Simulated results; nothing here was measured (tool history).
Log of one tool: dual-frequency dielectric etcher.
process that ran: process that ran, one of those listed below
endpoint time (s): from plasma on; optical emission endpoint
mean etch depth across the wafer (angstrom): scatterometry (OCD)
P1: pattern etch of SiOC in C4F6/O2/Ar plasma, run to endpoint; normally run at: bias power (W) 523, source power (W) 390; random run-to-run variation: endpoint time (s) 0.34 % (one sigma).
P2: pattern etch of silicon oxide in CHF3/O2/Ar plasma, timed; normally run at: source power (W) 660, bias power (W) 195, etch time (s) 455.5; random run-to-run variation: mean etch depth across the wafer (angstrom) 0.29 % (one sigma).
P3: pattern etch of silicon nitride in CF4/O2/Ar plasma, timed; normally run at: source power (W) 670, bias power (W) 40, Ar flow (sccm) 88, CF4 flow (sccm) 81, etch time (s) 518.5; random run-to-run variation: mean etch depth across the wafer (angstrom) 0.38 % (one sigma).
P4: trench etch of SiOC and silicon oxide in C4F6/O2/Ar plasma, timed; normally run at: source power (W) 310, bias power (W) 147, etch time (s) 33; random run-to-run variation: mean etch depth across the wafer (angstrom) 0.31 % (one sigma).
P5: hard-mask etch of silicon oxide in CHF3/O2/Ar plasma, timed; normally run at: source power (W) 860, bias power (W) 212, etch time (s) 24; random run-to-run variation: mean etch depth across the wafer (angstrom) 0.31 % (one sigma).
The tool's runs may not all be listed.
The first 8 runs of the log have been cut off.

run	hour	process that ran	bias power (W)	source power (W)	etch time (s)	Ar flow (sccm)	CF4 flow (sccm)	hours since the last wet clean	hours since the last bias power generator calibration	hours since the last source power generator calibration	endpoint time (s)	mean etch depth across the wafer (angstrom)
9	121.5	P3	40	670	518.5	88	81	378.5	1298.1	653.9		11719
10	132.5	P1	523	300				389.5	1309.1	664.9	15.602	
11	143.7	P1	523	510				400.7	1320.3	676.1	12.84	
12	158	P4	100	310	33			415	1334.6	690.4		500.94
13	173.3	P5	212	860	35.5			430.3	1349.9	705.7		853.77
# hour 173.5: wet clean of the chamber
14	184.2	P3	40	670	518.5	88	81	10.7	1360.8	716.6		11666
# hour 187.3: source power generator calibrated
15	192.2	P1	427	390				18.7	1368.8	4.9	15.22	
16	208.7	P1	523	390				35.2	1385.3	21.4	14.105	
17	218.7	P5	212	500	24			45.2	1395.3	31.4		467.45
18	234.6	P1	732	550				61.1	1411.2	47.3	11.024	
19	248.9	P3	40	510	518.5	88	81	75.4	1425.5	61.6		9259.4
20	258.1	P3	40	670	696.5	88	81	84.6	1434.7	70.8		15715
21	275.8	P2	257	660	455.5			102.3	1452.4	88.5		10279
22	291.5	P5	140	860	24			118	1468.1	104.2		505.02
23	300.9	P5	212	860	24			127.4	1477.5	113.6		577.31
24	309.5	P1	523	390				136	1486.1	122.2	14.114	
25	321.2	P4	147	310	43.5			147.7	1497.8	133.9		741.06
26	336.8	P2	195	660	455.5			163.3	1513.4	149.5		9319.1
27	352.3	P2	195	920	455.5			178.8	1528.9	165		10633
28	361	P2	195	660	590.5			187.5	1537.6	173.7		12144
29	373.9	P1	523	390				200.4	1550.5	186.6	14.131	

What does the tool deliver on the next run?
30	389	P3	49	670	518.5	88	81	215.5	1565.6	201.7		?

mean etch depth across the wafer (angstrom): 12566
